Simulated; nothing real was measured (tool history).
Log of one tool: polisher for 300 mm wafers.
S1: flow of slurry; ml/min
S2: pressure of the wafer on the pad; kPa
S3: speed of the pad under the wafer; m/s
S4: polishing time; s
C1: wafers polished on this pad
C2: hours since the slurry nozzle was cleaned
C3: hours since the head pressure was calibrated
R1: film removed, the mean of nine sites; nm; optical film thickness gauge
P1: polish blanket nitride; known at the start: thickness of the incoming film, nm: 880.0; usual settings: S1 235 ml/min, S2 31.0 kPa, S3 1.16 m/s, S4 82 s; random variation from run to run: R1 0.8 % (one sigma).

Run 1, day 0.383: S1 235 ml/min, S2 31.0 kPa, S3 1.16 m/s, S4 82 s; C1 385; C2 197.0; C3 147.6. Result: R1 229.51 nm.
Run 2, day 0.638: S1 235 ml/min, S2 31.0 kPa, S3 1.16 m/s, S4 82 s; C1 423; C2 203.1; C3 153.7. Result: R1 228.77 nm.
Run 3, day 0.992: S1 235 ml/min, S2 31.0 kPa, S3 1.16 m/s, S4 121 s; C1 477; C2 211.6; C3 162.2. Result: R1 332.96 nm.
Run 4, day 1.400: S1 235 ml/min, S2 31.0 kPa, S3 1.16 m/s, S4 82 s; C1 539; C2 221.4; C3 172.0. Result: R1 232.42 nm.
Run 5, day 1.696: S1 235 ml/min, S2 31.0 kPa, S3 1.16 m/s, S4 82 s; C1 583; C2 228.5; C3 179.1. Result: R1 230.34 nm.
Run 6, day 2.138: S1 235 ml/min, S2 31.0 kPa, S3 1.16 m/s, S4 82 s; C1 650; C2 239.1; C3 189.7. Result: R1 228.99 nm.
Run 7, day 2.371: S1 235 ml/min, S2 31.0 kPa, S3 1.16 m/s, S4 82 s; C1 685; C2 244.7; C3 195.3. Result: R1 225.74 nm.
Run 8, day 2.788: S1 235 ml/min, S2 15.2 kPa, S3 1.16 m/s, S4 82 s; C1 748; C2 254.7; C3 205.3. Result: R1 112.33 nm.
Run 9, day 3.208: S1 235 ml/min, S2 31.0 kPa, S3 1.16 m/s, S4 38 s; C1 812; C2 264.8; C3 215.4. Result: R1 106.98 nm.
Run 10, day 3.662: S1 235 ml/min, S2 31.0 kPa, S3 1.84 m/s, S4 82 s; C1 881; C2 275.7; C3 226.3. Result: R1 335.57 nm.
At day 3.883: slurry nozzle cleaned.
Run 11, day 3.938: S1 235 ml/min, S2 31.0 kPa, S3 0.82 m/s, S4 110 s; C1 922; C2 1.3; C3 232.9. Result: R1 232.31 nm.
Run 12, day 4.412: S1 140 ml/min, S2 31.0 kPa, S3 1.16 m/s, S4 82 s; C1 994; C2 12.7; C3 244.3. Result: R1 215.14 nm.
Run 13, day 4.729: S1 235 ml/min, S2 46.2 kPa, S3 1.16 m/s, S4 82 s; C1 1042; C2 20.3; C3 251.9. Result: R1 346.18 nm.
Run 14, day 5.208: S1 235 ml/min, S2 31.0 kPa, S3 0.56 m/s, S4 82 s; C1 1114; C2 31.8; C3 263.4. Result: R1 129.37 nm.
Run 15, day 5.442: S1 310 ml/min, S2 31.0 kPa, S3 1.16 m/s, S4 82 s; C1 1150; C2 37.4; C3 269.0. Result: R1 235.42 nm.
Run 16, day 5.775: S1 235 ml/min, S2 31.0 kPa, S3 1.16 m/s, S4 82 s; C1 1200; C2 45.4; C3 277.0. Result: R1 231.26 nm.
Run 17, day 6.112: S1 235 ml/min, S2 31.0 kPa, S3 1.16 m/s, S4 82 s; C1 1251; C2 53.5; C3 285.1. Result: R1 221.99 nm.
Run 18, day 6.400: S1 235 ml/min, S2 31.0 kPa, S3 1.16 m/s, S4 82 s; C1 1294; C2 60.4; C3 292.0. Result: R1 221.40 nm.
Run 19, day 6.617: S1 235 ml/min, S2 31.0 kPa, S3 1.16 m/s, S4 82 s; C1 1327; C2 65.6; C3 297.2. Result: R1 219.28 nm.
Run 20, day 7.000: S1 235 ml/min, S2 31.0 kPa, S3 1.16 m/s, S4 82 s; C1 1385; C2 74.8; C3 306.4. Result: R1 215.26 nm.
Run 21, day 7.338: S1 235 ml/min, S2 31.0 kPa, S3 1.16 m/s, S4 82 s; C1 1436; C2 82.9; C3 314.5. Result: R1 210.83 nm.
At day 7.358: worn pad replaced by a new one.
Run 22, day 7.688: S1 235 ml/min, S2 31.0 kPa, S3 1.16 m/s, S4 82 s; C1 49; C2 91.3; C3 322.9. Result: R1 214.30 nm.
Run 23, day 8.079: S1 235 ml/min, S2 31.0 kPa, S3 1.16 m/s, S4 82 s; C1 109; C2 100.7; C3 332.3. Result: R1 211.73 nm.
Run 24, day 8.325: S1 235 ml/min, S2 31.0 kPa, S3 1.16 m/s, S4 82 s; C1 146; C2 106.6; C3 338.2. Result: R1 213.71 nm.
Run 25, day 8.762: S1 235 ml/min, S2 31.0 kPa, S3 1.16 m/s, S4 82 s; C1 212; C2 117.1; C3 348.7. Result: R1 210.92 nm.
Run 26, day 9.100: S1 235 ml/min, S2 31.0 kPa, S3 1.16 m/s, S4 82 s; C1 263; C2 125.2; C3 356.8. Result: R1 212.13 nm.

What P1 gives has crept away from where it was. These 2 causes fit the log equally well, each at the size given:
A: slurry flow missing at the pad, % = 39.5
B: head's pressure below its setpoint, % = 6.98
The creep began at about day 5.775.
Why every other cause is out:
removal rate lost through wear of the pad, %: serviced at day 7.358, which brought nothing back

4 check runs are offered, each on 2 wafers whose results are averaged, their results left as question marks. Which one tells the causes apart?
Run check 1, day 9.438: S1 235 ml/min, S2 31.0 kPa, S3 1.68 m/s, S4 54 s. Result: R1 ?.
Run check 2, day 9.438: S1 235 ml/min, S2 37.9 kPa, S3 1.16 m/s, S4 82 s. Result: R1 ?.
Run check 3, day 9.438: S1 145 ml/min, S2 31.0 kPa, S3 1.16 m/s, S4 82 s. Result: R1 ?.
Run check 4, day 9.438: S1 235 ml/min, S2 31.0 kPa, S3 0.82 m/s, S4 120 s. Result: R1 ?.

What each check would give under each cause:
  check  result    if A    if B
check 1      R1  188.34  188.31
check 2      R1  259.92  259.88
check 3      R1  190.74  198.51
check 4      R1  235.80  235.76
How far apart the two closest causes lie, in the result that separates them most: check 1 0.02 %; check 2 0.02 %; check 3 4 %; check 4 0.02 %
Only check 3 tells the causes apart: in the others they would give nearly the same result.

Then check 3 was run and gave: R1 197.09 nm. Which cause is it?

It is B: head's pressure below its setpoint, %.

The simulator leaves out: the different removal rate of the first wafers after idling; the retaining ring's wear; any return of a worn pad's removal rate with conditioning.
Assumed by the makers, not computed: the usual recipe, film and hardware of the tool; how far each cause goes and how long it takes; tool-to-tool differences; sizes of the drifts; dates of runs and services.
